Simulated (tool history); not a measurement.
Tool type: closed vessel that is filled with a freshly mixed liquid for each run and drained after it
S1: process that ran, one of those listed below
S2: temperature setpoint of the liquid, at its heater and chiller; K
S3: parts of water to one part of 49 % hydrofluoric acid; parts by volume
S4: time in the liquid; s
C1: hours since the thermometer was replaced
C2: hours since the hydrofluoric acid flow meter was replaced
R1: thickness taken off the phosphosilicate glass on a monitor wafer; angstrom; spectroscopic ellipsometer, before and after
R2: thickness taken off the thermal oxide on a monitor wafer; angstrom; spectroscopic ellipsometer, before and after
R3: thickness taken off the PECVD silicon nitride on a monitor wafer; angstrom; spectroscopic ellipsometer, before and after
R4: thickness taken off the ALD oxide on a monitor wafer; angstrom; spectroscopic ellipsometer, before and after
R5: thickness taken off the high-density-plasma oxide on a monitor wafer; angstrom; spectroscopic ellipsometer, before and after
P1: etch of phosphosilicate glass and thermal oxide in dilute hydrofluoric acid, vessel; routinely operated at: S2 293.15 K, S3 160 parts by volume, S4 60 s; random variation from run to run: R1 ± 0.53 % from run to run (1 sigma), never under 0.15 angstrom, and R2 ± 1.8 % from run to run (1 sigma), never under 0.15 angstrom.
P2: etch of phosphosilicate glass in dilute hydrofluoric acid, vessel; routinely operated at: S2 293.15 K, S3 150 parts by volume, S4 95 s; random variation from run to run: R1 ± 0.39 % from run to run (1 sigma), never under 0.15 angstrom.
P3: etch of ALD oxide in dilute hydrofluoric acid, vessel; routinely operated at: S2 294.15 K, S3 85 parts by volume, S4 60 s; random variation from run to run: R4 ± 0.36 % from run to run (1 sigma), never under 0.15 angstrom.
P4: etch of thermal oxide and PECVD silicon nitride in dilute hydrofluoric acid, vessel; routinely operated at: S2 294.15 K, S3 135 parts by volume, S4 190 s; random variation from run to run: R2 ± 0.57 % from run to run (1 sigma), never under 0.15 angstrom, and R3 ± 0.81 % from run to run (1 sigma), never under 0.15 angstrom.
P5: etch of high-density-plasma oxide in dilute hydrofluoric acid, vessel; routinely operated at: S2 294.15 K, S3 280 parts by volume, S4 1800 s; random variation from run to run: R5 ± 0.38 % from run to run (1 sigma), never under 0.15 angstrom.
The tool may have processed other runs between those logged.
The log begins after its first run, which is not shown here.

Run 2, day 0.521: S1 P1, S2 293.15 K, S3 160 parts by volume, S4 60 s; C1 379.1; C2 1315.2. Result: R1 298.3 angstrom, R2 13.227 angstrom.
Run 3, day 0.8: S1 P4, S2 294.15 K, S3 135 parts by volume, S4 190 s; C1 385.8; C2 1321.9. Result: R2 54.16 angstrom, R3 25.473 angstrom.
Run 4, day 1.175: S1 P1, S2 293.15 K, S3 160 parts by volume, S4 115 s; C1 394.8; C2 1330.9. Result: R1 575.16 angstrom, R2 25.118 angstrom.
Run 5, day 1.625: S1 P1, S2 290.15 K, S3 160 parts by volume, S4 60 s; C1 405.6; C2 1341.7. Result: R1 264.18 angstrom, R2 12.194 angstrom.
Run 6, day 1.946: S1 P1, S2 293.15 K, S3 160 parts by volume, S4 60 s; C1 413.3; C2 1349.4. Result: R1 299.32 angstrom, R2 13.914 angstrom.
Run 7, day 2.362: S1 P4, S2 294.15 K, S3 135 parts by volume, S4 325 s; C1 423.3; C2 1359.4. Result: R2 92.219 angstrom, R3 42.892 angstrom.
Run 8, day 2.7: S1 P1, S2 293.15 K, S3 160 parts by volume, S4 60 s; C1 431.4; C2 1367.5. Result: R1 301.2 angstrom, R2 13.655 angstrom.
Run 9, day 3.079: S1 P3, S2 301.15 K, S3 85 parts by volume, S4 60 s; C1 440.5; C2 1376.6. Result: R4 233.56 angstrom.
Run 10, day 3.55: S1 P5, S2 294.15 K, S3 280 parts by volume, S4 1800 s; C1 451.8; C2 1387.9. Result: R5 238.67 angstrom.
Run 11, day 3.896: S1 P2, S2 293.15 K, S3 150 parts by volume, S4 170 s; C1 460.1; C2 1396.2. Result: R1 544.17 angstrom.
Run 12, day 4.108: S1 P5, S2 294.15 K, S3 280 parts by volume, S4 635 s; C1 465.2; C2 1401.3. Result: R5 83.908 angstrom.
Run 13, day 4.358: S1 P5, S2 294.15 K, S3 280 parts by volume, S4 1800 s; C1 471.2; C2 1407.3. Result: R5 237.25 angstrom.
Run 14, day 4.8: S1 P1, S2 293.15 K, S3 70 parts by volume, S4 60 s; C1 481.8; C2 1417.9. Result: R1 751.26 angstrom, R2 34.985 angstrom.
Run 15, day 5.129: S1 P2, S2 293.15 K, S3 150 parts by volume, S4 95 s; C1 489.7; C2 1425.8. Result: R1 303.28 angstrom.
Run 16, day 5.425: S1 P4, S2 290.15 K, S3 135 parts by volume, S4 190 s; C1 496.8; C2 1432.9. Result: R2 46.109 angstrom, R3 18.912 angstrom.
Run 17, day 5.854: S1 P1, S2 293.15 K, S3 160 parts by volume, S4 30 s; C1 507.1; C2 1443.2. Result: R1 150.06 angstrom, R2 6.7712 angstrom.
Run 18, day 6.162: S1 P3, S2 294.15 K, S3 85 parts by volume, S4 60 s; C1 514.5; C2 1450.6. Result: R4 176.36 angstrom.
Run 19, day 6.567: S1 P1, S2 293.15 K, S3 160 parts by volume, S4 60 s; C1 524.2; C2 1460.3. Result: R1 299.7 angstrom, R2 13.519 angstrom.
Run 20, day 6.925: S1 P2, S2 300.15 K, S3 150 parts by volume, S4 95 s; C1 532.8; C2 1468.9. Result: R1 399.41 angstrom.
Run 21, day 7.283: S1 P5, S2 294.15 K, S3 145 parts by volume, S4 1800 s; C1 541.4; C2 1477.5. Result: R5 524.22 angstrom.
Run 22, day 7.588: S1 P2, S2 293.15 K, S3 85 parts by volume, S4 95 s; C1 548.7; C2 1484.8. Result: R1 574.25 angstrom.
Run 23, day 8.017: S1 P4, S2 294.15 K, S3 30 parts by volume, S4 190 s; C1 559; C2 1495.1. Result: R2 274.36 angstrom, R3 108.7 angstrom.
Run 24, day 8.5: S1 P1, S2 300.15 K, S3 285 parts by volume, S4 60 s; C1 570.6; C2 1506.7. Result: R1 190.55 angstrom, R2 8.7832 angstrom.
Run 25, day 8.788: S1 P3, S2 294.15 K, S3 35 parts by volume, S4 60 s; C1 577.5; C2 1513.6. Result: R4 456.62 angstrom.
Run 26, day 9.242: S1 P1, S2 300.65 K, S3 160 parts by volume, S4 60 s; C1 588.4; C2 1524.5. Result: R1 397.39 angstrom, R2 17.674 angstrom.

For run 27, what comes out?
Run 27, day 9.617: S1 P5, S2 290.15 K, S3 280 parts by volume, S4 1800 s; C1 597.4; C2 1533.5. Result: R5 ?.

R5: 204.35 angstrom
